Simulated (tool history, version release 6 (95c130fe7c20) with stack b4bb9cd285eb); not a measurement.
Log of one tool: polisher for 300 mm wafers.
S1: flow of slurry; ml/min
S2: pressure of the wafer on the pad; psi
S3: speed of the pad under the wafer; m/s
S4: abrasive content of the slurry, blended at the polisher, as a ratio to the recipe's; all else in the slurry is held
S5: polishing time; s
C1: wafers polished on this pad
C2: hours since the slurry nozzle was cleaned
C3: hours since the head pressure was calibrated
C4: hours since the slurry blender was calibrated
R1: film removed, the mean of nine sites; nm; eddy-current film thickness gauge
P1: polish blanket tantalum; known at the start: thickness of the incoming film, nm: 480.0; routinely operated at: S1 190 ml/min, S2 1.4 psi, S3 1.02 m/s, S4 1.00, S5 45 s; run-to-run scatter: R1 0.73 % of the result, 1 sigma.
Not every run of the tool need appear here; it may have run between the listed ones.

| run | hour | S1 | S2 | S3 | S4 | S5 | C1 | C2 | C3 | C4 | R1 |
|---|---|---|---|---|---|---|---|---|---|---|---|
| 1 | 7.7 | 190 | 1.4 | 1.02 | 1.00 | 45 | 217 | 411.7 | 259.1 | 205.1 | 54.699 |
| 2 | 16.6 | 190 | 0.8 | 1.02 | 1.00 | 45 | 325 | 420.6 | 268.0 | 214.0 | 31.006 |
| 3 | 24.5 | 190 | 1.4 | 1.02 | 1.00 | 45 | 420 | 428.5 | 275.9 | 221.9 | 54.561 |
| 4 | 30.3 | 190 | 1.4 | 1.02 | 1.00 | 45 | 491 | 434.3 | 281.7 | 227.7 | 54.783 |
| 5 | 37.8 | 190 | 1.4 | 1.54 | 1.00 | 45 | 582 | 441.8 | 289.2 | 235.2 | 81.208 |
| 6 | 45.6 | 290 | 1.4 | 1.02 | 1.00 | 45 | 676 | 449.6 | 297.0 | 243.0 | 57.401 |
| 7 | 56.9 | 190 | 1.4 | 1.02 | 1.00 | 22 | 813 | 460.9 | 308.3 | 254.3 | 26.425 |
| 8 | 65.8 | 190 | 1.4 | 0.46 | 1.00 | 45 | 921 | 469.8 | 317.2 | 263.2 | 24.486 |
| 9 | 74.9 | 190 | 1.4 | 1.02 | 1.25 | 45 | 1032 | 478.9 | 326.3 | 272.3 | 58.021 |
| 10 | 82.7 | 190 | 1.4 | 1.02 | 1.00 | 58 | 1126 | 486.7 | 334.1 | 280.1 | 69.656 |
| 11 | 89.2 | 190 | 1.4 | 1.02 | 1.00 | 45 | 1205 | 493.2 | 340.6 | 286.6 | 54.535 |
| 12 | 97.5 | 190 | 1.4 | 1.02 | 1.00 | 45 | 1306 | 501.5 | 348.9 | 294.9 | 54.798 |
| 13 | 104.3 | 190 | 1.4 | 1.02 | 0.80 | 45 | 1388 | 508.3 | 355.7 | 301.7 | 50.982 |
| 14 | 114.5 | 190 | 1.0 | 1.02 | 1.00 | 20 | 1512 | 518.5 | 365.9 | 311.9 | 17.466 |

Predict the results of run 15:
| 15 | 123.9 | 115 | 1.4 | 1.02 | 1.00 | 45 | 1626 | 527.9 | 375.3 | 321.3 | ? |

R1: 49.588 nm

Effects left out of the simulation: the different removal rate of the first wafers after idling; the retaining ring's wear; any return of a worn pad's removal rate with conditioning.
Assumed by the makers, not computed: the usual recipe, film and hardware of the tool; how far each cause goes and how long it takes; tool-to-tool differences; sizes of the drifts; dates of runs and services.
